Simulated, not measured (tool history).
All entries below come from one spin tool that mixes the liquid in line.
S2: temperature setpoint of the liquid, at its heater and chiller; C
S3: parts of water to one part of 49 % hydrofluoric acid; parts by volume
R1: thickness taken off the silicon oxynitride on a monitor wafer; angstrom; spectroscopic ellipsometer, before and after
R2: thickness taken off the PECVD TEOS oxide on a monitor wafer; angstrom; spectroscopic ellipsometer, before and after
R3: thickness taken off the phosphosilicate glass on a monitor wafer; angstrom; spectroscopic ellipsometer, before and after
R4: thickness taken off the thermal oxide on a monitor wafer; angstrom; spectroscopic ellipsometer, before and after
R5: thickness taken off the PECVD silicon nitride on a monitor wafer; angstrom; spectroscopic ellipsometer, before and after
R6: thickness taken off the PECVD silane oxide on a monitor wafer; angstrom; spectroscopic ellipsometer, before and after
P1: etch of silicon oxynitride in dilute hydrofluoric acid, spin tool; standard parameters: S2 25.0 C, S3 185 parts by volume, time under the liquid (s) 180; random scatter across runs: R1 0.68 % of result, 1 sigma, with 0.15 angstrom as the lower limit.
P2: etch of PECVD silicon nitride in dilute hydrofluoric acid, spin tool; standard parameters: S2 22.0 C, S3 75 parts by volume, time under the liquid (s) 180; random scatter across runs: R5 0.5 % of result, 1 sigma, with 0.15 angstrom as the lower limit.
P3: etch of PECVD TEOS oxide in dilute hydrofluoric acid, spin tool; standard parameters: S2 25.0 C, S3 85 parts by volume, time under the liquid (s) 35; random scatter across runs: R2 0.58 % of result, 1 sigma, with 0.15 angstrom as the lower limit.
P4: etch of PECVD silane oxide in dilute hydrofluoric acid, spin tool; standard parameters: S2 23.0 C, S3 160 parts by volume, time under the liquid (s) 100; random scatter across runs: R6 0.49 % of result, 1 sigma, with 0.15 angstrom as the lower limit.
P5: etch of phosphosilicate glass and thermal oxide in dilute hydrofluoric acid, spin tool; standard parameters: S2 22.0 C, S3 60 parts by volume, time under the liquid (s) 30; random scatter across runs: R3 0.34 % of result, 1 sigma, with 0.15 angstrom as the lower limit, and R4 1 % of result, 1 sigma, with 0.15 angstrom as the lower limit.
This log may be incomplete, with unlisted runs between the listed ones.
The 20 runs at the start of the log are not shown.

{"run": 21, "hour": 289.1, "process that ran": "P3", "S2": 19.5, "S3": 85, "time under the liquid (s)": 35, "R2": 46.309}
{"run": 22, "hour": 299.2, "process that ran": "P1", "S2": 25.0, "S3": 60, "time under the liquid (s)": 180, "R1": 104.91}
{"run": 23, "hour": 312.9, "process that ran": "P5", "S2": 22.0, "S3": 60, "time under the liquid (s)": 30, "R3": 961.7, "R4": 21.946}
{"run": 24, "hour": 328.4, "process that ran": "P5", "S2": 22.0, "S3": 60, "time under the liquid (s)": 50, "R3": 1608.9, "R4": 36.587}
{"run": 25, "hour": 345.4, "process that ran": "P4", "S2": 23.0, "S3": 160, "time under the liquid (s)": 15, "R6": 23.263}
{"run": 26, "hour": 356.7, "process that ran": "P4", "S2": 23.0, "S3": 255, "time under the liquid (s)": 100, "R6": 88.737}
{"run": 27, "hour": 374.4, "process that ran": "P3", "S2": 25.0, "S3": 85, "time under the liquid (s)": 15, "R2": 25.335}
{"run": 28, "hour": 393.1, "process that ran": "P4", "S2": 30.0, "S3": 160, "time under the liquid (s)": 100, "R6": 200.63}

Forecast run 29:
{"run": 29, "hour": 404.1, "process that ran": "P5", "S2": 26.0, "S3": 60, "time under the liquid (s)": 30, "R3": "?", "R4": "?"}

{"run 29": {"R3": 1132.2, "R4": 25.547}}
